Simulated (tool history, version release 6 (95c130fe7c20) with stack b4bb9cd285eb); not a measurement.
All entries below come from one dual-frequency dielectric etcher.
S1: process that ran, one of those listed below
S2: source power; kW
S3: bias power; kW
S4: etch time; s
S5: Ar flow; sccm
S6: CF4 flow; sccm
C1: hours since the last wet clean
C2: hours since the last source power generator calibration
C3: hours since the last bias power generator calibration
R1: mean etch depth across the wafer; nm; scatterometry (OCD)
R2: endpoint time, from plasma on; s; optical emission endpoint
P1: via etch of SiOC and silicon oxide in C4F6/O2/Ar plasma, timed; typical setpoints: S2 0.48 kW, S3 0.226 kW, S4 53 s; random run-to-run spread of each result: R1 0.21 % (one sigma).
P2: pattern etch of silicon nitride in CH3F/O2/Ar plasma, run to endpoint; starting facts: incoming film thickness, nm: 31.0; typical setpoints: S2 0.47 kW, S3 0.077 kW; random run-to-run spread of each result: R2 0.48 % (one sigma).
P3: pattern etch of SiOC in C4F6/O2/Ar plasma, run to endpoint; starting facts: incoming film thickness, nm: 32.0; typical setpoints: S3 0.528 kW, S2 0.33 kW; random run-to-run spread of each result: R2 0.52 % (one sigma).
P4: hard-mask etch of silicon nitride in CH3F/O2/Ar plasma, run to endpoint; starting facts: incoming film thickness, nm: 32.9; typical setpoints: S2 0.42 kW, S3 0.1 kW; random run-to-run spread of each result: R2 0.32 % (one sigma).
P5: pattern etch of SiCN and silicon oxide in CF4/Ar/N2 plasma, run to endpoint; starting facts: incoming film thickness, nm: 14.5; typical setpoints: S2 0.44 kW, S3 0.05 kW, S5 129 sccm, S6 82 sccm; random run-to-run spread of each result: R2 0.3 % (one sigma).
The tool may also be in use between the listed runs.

| run | hour | S1 | S2 | S3 | S4 | S5 | S6 | C1 | C2 | C3 | R1 | R2 |
|---|---|---|---|---|---|---|---|---|---|---|---|---|
| 1 | 6.6 | P1 | 0.48 | 0.226 | 53 |  |  | 133.3 | 634.9 | 1274.8 | 67.918 |  |
| 2 | 12.4 | P5 | 0.44 | 0.05 |  | 129 | 82 | 139.1 | 640.7 | 1280.6 |  | 19.963 |
| 3 | 18.9 | P1 | 0.48 | 0.164 | 53 |  |  | 145.6 | 647.2 | 1287.1 | 61.441 |  |
| 4 | 23.5 | P3 | 0.22 | 0.528 |  |  |  | 150.2 | 651.8 | 1291.7 |  | 13.104 |
|  | 27.3 | source power generator calibrated |
| 5 | 29.6 | P3 | 0.33 | 0.71 |  |  |  | 156.3 | 2.3 | 1297.8 |  | 10.073 |
| 6 | 36.9 | P1 | 0.48 | 0.151 | 31 |  |  | 163.6 | 9.6 | 1305.1 | 34.973 |  |
| 7 | 40.9 | P5 | 0.44 | 0.05 |  | 129 | 82 | 167.6 | 13.6 | 1309.1 |  | 19.955 |
| 8 | 44.8 | P1 | 0.48 | 0.226 | 75 |  |  | 171.5 | 17.5 | 1313 | 96.421 |  |
| 9 | 52.6 | P1 | 0.37 | 0.226 | 53 |  |  | 179.3 | 25.3 | 1320.8 | 61.802 |  |
| 10 | 60 | P5 | 0.44 | 0.05 |  | 129 | 52 | 186.7 | 32.7 | 1328.2 |  | 21.748 |
| 11 | 67.9 | P1 | 0.63 | 0.226 | 75 |  |  | 194.6 | 40.6 | 1336.1 | 106.71 |  |
| 12 | 73 | P2 | 0.47 | 0.102 |  |  |  | 199.7 | 45.7 | 1341.2 |  | 37.034 |
| 13 | 76.8 | P1 | 0.48 | 0.226 | 53 |  |  | 203.5 | 49.5 | 1345 | 68.004 |  |
| 14 | 81.2 | P2 | 0.65 | 0.077 |  |  |  | 207.9 | 53.9 | 1349.4 |  | 36.334 |
| 15 | 86.4 | P1 | 0.48 | 0.268 | 53 |  |  | 213.1 | 59.1 | 1354.6 | 72.29 |  |
| 16 | 92.2 | P1 | 0.57 | 0.226 | 53 |  |  | 218.9 | 64.9 | 1360.4 | 72.593 |  |
| 17 | 99 | P5 | 0.54 | 0.05 |  | 129 | 82 | 225.7 | 71.7 | 1367.2 |  | 16.747 |
| 18 | 104.2 | P1 | 0.48 | 0.226 | 53 |  |  | 230.9 | 76.9 | 1372.4 | 68.149 |  |
| 19 | 108.4 | P5 | 0.44 | 0.05 |  | 159 | 82 | 235.1 | 81.1 | 1376.6 |  | 20.82 |
| 20 | 114.3 | P4 | 0.34 | 0.1 |  |  |  | 241 | 87 | 1382.5 |  | 43.606 |
| 21 | 121.5 | P4 | 0.42 | 0.1 |  |  |  | 248.2 | 94.2 | 1389.7 |  | 40.27 |
| 22 | 128.3 | P1 | 0.48 | 0.226 | 53 |  |  | 255 | 101 | 1396.5 | 68.121 |  |
| 23 | 135.1 | P5 | 0.44 | 0.031 |  | 129 | 82 | 261.8 | 107.8 | 1403.3 |  | 23.094 |
| 24 | 141.6 | P3 | 0.33 | 0.528 |  |  |  | 268.3 | 114.3 | 1409.8 |  | 11.257 |
| 25 | 149 | P2 | 0.47 | 0.077 |  |  |  | 275.7 | 121.7 | 1417.2 |  | 40.758 |
| 26 | 155.7 | P1 | 0.48 | 0.226 | 53 |  |  | 282.4 | 128.4 | 1423.9 | 68.052 |  |
| 27 | 160 | P1 | 0.48 | 0.226 | 35 |  |  | 286.7 | 132.7 | 1428.2 | 44.885 |  |
| 28 | 165.8 | P4 | 0.42 | 0.062 |  |  |  | 292.5 | 138.5 | 1434 |  | 47.51 |
| 29 | 171.3 | P1 | 0.48 | 0.226 | 53 |  |  | 298 | 144 | 1439.5 | 68.014 |  |
| 30 | 175.5 | P1 | 0.48 | 0.226 | 53 |  |  | 302.2 | 148.2 | 1443.7 | 68.044 |  |
| 31 | 179.6 | P1 | 0.48 | 0.226 | 53 |  |  | 306.3 | 152.3 | 1447.8 | 67.707 |  |
| 32 | 183.4 | P1 | 0.48 | 0.226 | 53 |  |  | 310.1 | 156.1 | 1451.6 | 67.883 |  |
| 33 | 188.6 | P1 | 0.48 | 0.226 | 53 |  |  | 315.3 | 161.3 | 1456.8 | 67.455 |  |
|  | 194.8 | wet clean of the chamber |
| 34 | 196.1 | P1 | 0.48 | 0.226 | 53 |  |  | 1.4 | 168.8 | 1464.3 | 67.586 |  |
| 35 | 201.8 | P1 | 0.48 | 0.226 | 53 |  |  | 7.1 | 174.5 | 1470 | 67.286 |  |
| 36 | 209.4 | P1 | 0.48 | 0.226 | 53 |  |  | 14.7 | 182.1 | 1477.6 | 67.292 |  |
| 37 | 216.7 | P1 | 0.48 | 0.226 | 53 |  |  | 22 | 189.4 | 1484.9 | 67.208 |  |
| 38 | 221.2 | P1 | 0.48 | 0.226 | 53 |  |  | 26.5 | 193.9 | 1489.4 | 67.117 |  |

The log shows P1 creeping away from where it was. Any of the 2 causes listed here, at the size stated for it, fits the log just as well as the others:
A: source power that arrives under what is set, % = 3.73
B: bias power that arrives under what is set, % = 4.31
The gradual shift began around hour 171.3.
The rest of the possible causes, and what rules out each one:
chamber walls in a state that lowers the etch rate, %: its service at hour 194.8 followed the start of the drift and did not put the process back to its old value

Of the 4 check runs below, each run on 2 wafers with the results averaged and each result still a question mark, which one would tell the listed causes apart?
| check 1 | 225.7 | P4 | 0.42 | 0.1 |  |  |  |  |  |  |  | ? |
| check 2 | 225.7 | P3 | 0.33 | 0.528 |  |  |  |  |  |  |  | ? |
| check 3 | 225.7 | P5 | 0.44 | 0.05 |  | 129 | 82 |  |  |  |  | ? |
| check 4 | 225.7 | P2 | 0.47 | 0.077 |  |  |  |  |  |  |  | ? |

Check results expected under each cause:
| check | result | if A | if B |
|---|---|---|---|
| check 1 | R2 | 40.9 | 40.977 |
| check 2 | R2 | 11.411 | 11.442 |
| check 3 | R2 | 20.684 | 20.274 |
| check 4 | R2 | 41.499 | 41.526 |
Gap, in per cent, between the two causes that each check separates least, read from the result that separates them most: check 1 0.19 %; check 2 0.27 %; check 3 2 %; check 4 0.07 %
Only check 3 tells the causes apart: in the others they would give nearly the same result.

Check 3 was then run and gave: R2 20.288 s. Which cause is it?

The cause is B: bias power that arrives under what is set, %.
